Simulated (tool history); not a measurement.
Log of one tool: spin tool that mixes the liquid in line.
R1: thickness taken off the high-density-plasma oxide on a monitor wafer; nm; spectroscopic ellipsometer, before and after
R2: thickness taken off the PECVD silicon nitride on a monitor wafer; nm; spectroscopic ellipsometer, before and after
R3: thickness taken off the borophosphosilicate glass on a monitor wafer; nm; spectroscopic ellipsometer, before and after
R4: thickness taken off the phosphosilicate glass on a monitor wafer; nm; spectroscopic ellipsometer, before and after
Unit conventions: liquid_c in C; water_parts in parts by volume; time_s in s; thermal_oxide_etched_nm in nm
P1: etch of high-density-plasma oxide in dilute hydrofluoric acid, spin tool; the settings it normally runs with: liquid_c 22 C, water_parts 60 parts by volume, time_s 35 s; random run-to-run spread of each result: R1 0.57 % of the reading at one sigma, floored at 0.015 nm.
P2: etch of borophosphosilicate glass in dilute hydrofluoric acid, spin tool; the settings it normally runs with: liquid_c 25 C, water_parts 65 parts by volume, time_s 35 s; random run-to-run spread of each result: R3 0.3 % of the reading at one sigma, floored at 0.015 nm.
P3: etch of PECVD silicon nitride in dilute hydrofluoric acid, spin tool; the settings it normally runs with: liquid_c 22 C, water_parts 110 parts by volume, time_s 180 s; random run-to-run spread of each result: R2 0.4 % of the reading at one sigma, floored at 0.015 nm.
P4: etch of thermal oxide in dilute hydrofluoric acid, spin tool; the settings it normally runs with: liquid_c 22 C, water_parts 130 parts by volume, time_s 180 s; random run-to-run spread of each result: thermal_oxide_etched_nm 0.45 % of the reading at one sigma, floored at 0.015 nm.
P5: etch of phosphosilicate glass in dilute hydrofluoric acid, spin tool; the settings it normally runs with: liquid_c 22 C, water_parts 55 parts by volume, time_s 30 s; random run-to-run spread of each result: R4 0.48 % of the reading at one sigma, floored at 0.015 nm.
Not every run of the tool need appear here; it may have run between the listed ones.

{"run": 1, "hour": 8.7, "process": "P1", "liquid_c": 22, "water_parts": 60, "time_s": 35, "R1": 4.2749}
{"run": 2, "hour": 20.8, "process": "P3", "liquid_c": 22, "water_parts": 110, "time_s": 180, "R2": 8.2078}
{"run": 3, "hour": 32.9, "process": "P1", "liquid_c": 22, "water_parts": 60, "time_s": 35, "R1": 4.2359}
{"run": 4, "hour": 44.9, "process": "P1", "liquid_c": 22, "water_parts": 60, "time_s": 35, "R1": 4.281}
{"run": 5, "hour": 50.5, "process": "P1", "liquid_c": 22, "water_parts": 30, "time_s": 15, "R1": 3.791}
{"run": 6, "hour": 62.0, "process": "P3", "liquid_c": 17, "water_parts": 110, "time_s": 180, "R2": 5.7851}
{"run": 7, "hour": 69.4, "process": "P2", "liquid_c": 25, "water_parts": 65, "time_s": 35, "R3": 14.926}
{"run": 8, "hour": 80.8, "process": "P3", "liquid_c": 22, "water_parts": 110, "time_s": 100, "R2": 4.5672}
{"run": 9, "hour": 92.1, "process": "P1", "liquid_c": 18.5, "water_parts": 60, "time_s": 55, "R1": 5.7781}
{"run": 10, "hour": 102.0, "process": "P5", "liquid_c": 22, "water_parts": 55, "time_s": 30, "R4": 109.27}
{"run": 11, "hour": 110.6, "process": "P3", "liquid_c": 22, "water_parts": 110, "time_s": 180, "R2": 8.113}
{"run": 12, "hour": 120.5, "process": "P5", "liquid_c": 22, "water_parts": 20, "time_s": 30, "R4": 314.49}
{"run": 13, "hour": 132.5, "process": "P2", "liquid_c": 18.5, "water_parts": 65, "time_s": 35, "R3": 11.328}
{"run": 14, "hour": 139.4, "process": "P1", "liquid_c": 22, "water_parts": 90, "time_s": 35, "R1": 2.7299}
{"run": 15, "hour": 145.3, "process": "P4", "liquid_c": 22, "water_parts": 130, "time_s": 180, "thermal_oxide_etched_nm": 5.3758}
{"run": 16, "hour": 157.4, "process": "P4", "liquid_c": 22, "water_parts": 130, "time_s": 310, "thermal_oxide_etched_nm": 9.1909}
{"run": 17, "hour": 164.1, "process": "P2", "liquid_c": 25, "water_parts": 65, "time_s": 20, "R3": 8.5094}
{"run": 18, "hour": 173.1, "process": "P1", "liquid_c": 29.5, "water_parts": 60, "time_s": 35, "R1": 5.7701}
{"run": 19, "hour": 182.1, "process": "P3", "liquid_c": 22, "water_parts": 40, "time_s": 180, "R2": 21.985}
{"run": 20, "hour": 190.1, "process": "P1", "liquid_c": 18, "water_parts": 60, "time_s": 35, "R1": 3.6418}
{"run": 21, "hour": 201.5, "process": "P5", "liquid_c": 22, "water_parts": 55, "time_s": 60, "R4": 218.66}
{"run": 22, "hour": 212.7, "process": "P1", "liquid_c": 22, "water_parts": 60, "time_s": 15, "R1": 1.8312}
{"run": 23, "hour": 223.8, "process": "P5", "liquid_c": 17, "water_parts": 55, "time_s": 30, "R4": 88.914}
{"run": 24, "hour": 232.3, "process": "P1", "liquid_c": 22, "water_parts": 35, "time_s": 35, "R1": 7.4795}
{"run": 25, "hour": 238.4, "process": "P1", "liquid_c": 22, "water_parts": 60, "time_s": 65, "R1": 7.9668}
{"run": 26, "hour": 249.5, "process": "P4", "liquid_c": 26.5, "water_parts": 130, "time_s": 180, "thermal_oxide_etched_nm": 6.3134}
{"run": 27, "hour": 256.9, "process": "P2", "liquid_c": 25, "water_parts": 65, "time_s": 35, "R3": 14.919}
{"run": 28, "hour": 269.0, "process": "P4", "liquid_c": 22, "water_parts": 70, "time_s": 180, "thermal_oxide_etched_nm": 10.597}
{"run": 29, "hour": 279.7, "process": "P5", "liquid_c": 22, "water_parts": 55, "time_s": 30, "R4": 108.64}
{"run": 30, "hour": 287.9, "process": "P2", "liquid_c": 25, "water_parts": 20, "time_s": 35, "R3": 51.501}
{"run": 31, "hour": 293.3, "process": "P1", "liquid_c": 22, "water_parts": 60, "time_s": 35, "R1": 4.2409}
{"run": 32, "hour": 302.5, "process": "P1", "liquid_c": 22, "water_parts": 60, "time_s": 35, "R1": 4.2689}
{"run": 33, "hour": 311.4, "process": "P1", "liquid_c": 22, "water_parts": 60, "time_s": 35, "R1": 4.1283}
{"run": 34, "hour": 320.9, "process": "P1", "liquid_c": 22, "water_parts": 60, "time_s": 35, "R1": 4.0867}
{"run": 35, "hour": 329.2, "process": "P1", "liquid_c": 22, "water_parts": 60, "time_s": 35, "R1": 4.0076}
{"run": 36, "hour": 336.3, "process": "P1", "liquid_c": 22, "water_parts": 60, "time_s": 35, "R1": 3.9809}
{"run": 37, "hour": 344.2, "process": "P1", "liquid_c": 22, "water_parts": 60, "time_s": 35, "R1": 3.9158}
{"run": 38, "hour": 352.4, "process": "P1", "liquid_c": 22, "water_parts": 60, "time_s": 35, "R1": 3.9939}
{"run": 39, "hour": 361.7, "process": "P1", "liquid_c": 22, "water_parts": 60, "time_s": 35, "R1": 3.9033}
{"run": 40, "hour": 369.8, "process": "P1", "liquid_c": 22, "water_parts": 60, "time_s": 35, "R1": 3.9285}
{"run": 41, "hour": 378.1, "process": "P1", "liquid_c": 22, "water_parts": 60, "time_s": 35, "R1": 3.9321}
{"run": 42, "hour": 386.3, "process": "P1", "liquid_c": 22, "water_parts": 60, "time_s": 35, "R1": 3.9457}
{"run": 43, "hour": 392.3, "process": "P1", "liquid_c": 22, "water_parts": 60, "time_s": 35, "R1": 3.9367}

What P1 gives has crept away from where it was. These 2 causes fit the log equally well, each at the size given:
A: liquid colder than its thermometer reads (K) = 1.93
B: hydrofluoric acid flow below the setpoint (%) = 7.21
The drift started at roughly hour 302.5.

Below are 4 check runs, each on a single wafer, with their results shown as question marks. Which of them would tell the listed causes apart, meaning the causes would give clearly different results under it?
{"run": "check 1", "hour": 398.3, "process": "P5", "liquid_c": 22, "water_parts": 55, "time_s": 30, "R4": "?"}
{"run": "check 2", "hour": 398.3, "process": "P2", "liquid_c": 25, "water_parts": 65, "time_s": 35, "R3": "?"}
{"run": "check 3", "hour": 398.3, "process": "P4", "liquid_c": 22, "water_parts": 130, "time_s": 180, "thermal_oxide_etched_nm": "?"}
{"run": "check 4", "hour": 398.3, "process": "P3", "liquid_c": 22, "water_parts": 110, "time_s": 180, "R2": "?"}

Predicted outcomes, by check and by cause:
check=check_1 result=R4 if_A=100.98 if_B=101.07
check=check_2 result=R3 if_A=13.754 if_B=13.713
check=check_3 result=thermal_oxide_etched_nm if_A=4.9136 if_B=4.8693
check=check_4 result=R2 if_A=7.1666 if_B=7.5816
Gap, in per cent, between the two causes that each check separates least, read from the result that separates them most: check 1 0.09 %; check 2 0.3 %; check 3 0.91 %; check 4 5.63 %
Check 4 distinguishes between the causes, while the remaining checks would return nearly the same result for all of them.

After running check 4, the following was obtained: R2 7.1445 nm. Which cause does this point to?

The correct cause is A, namely: liquid colder than its thermometer reads (K).
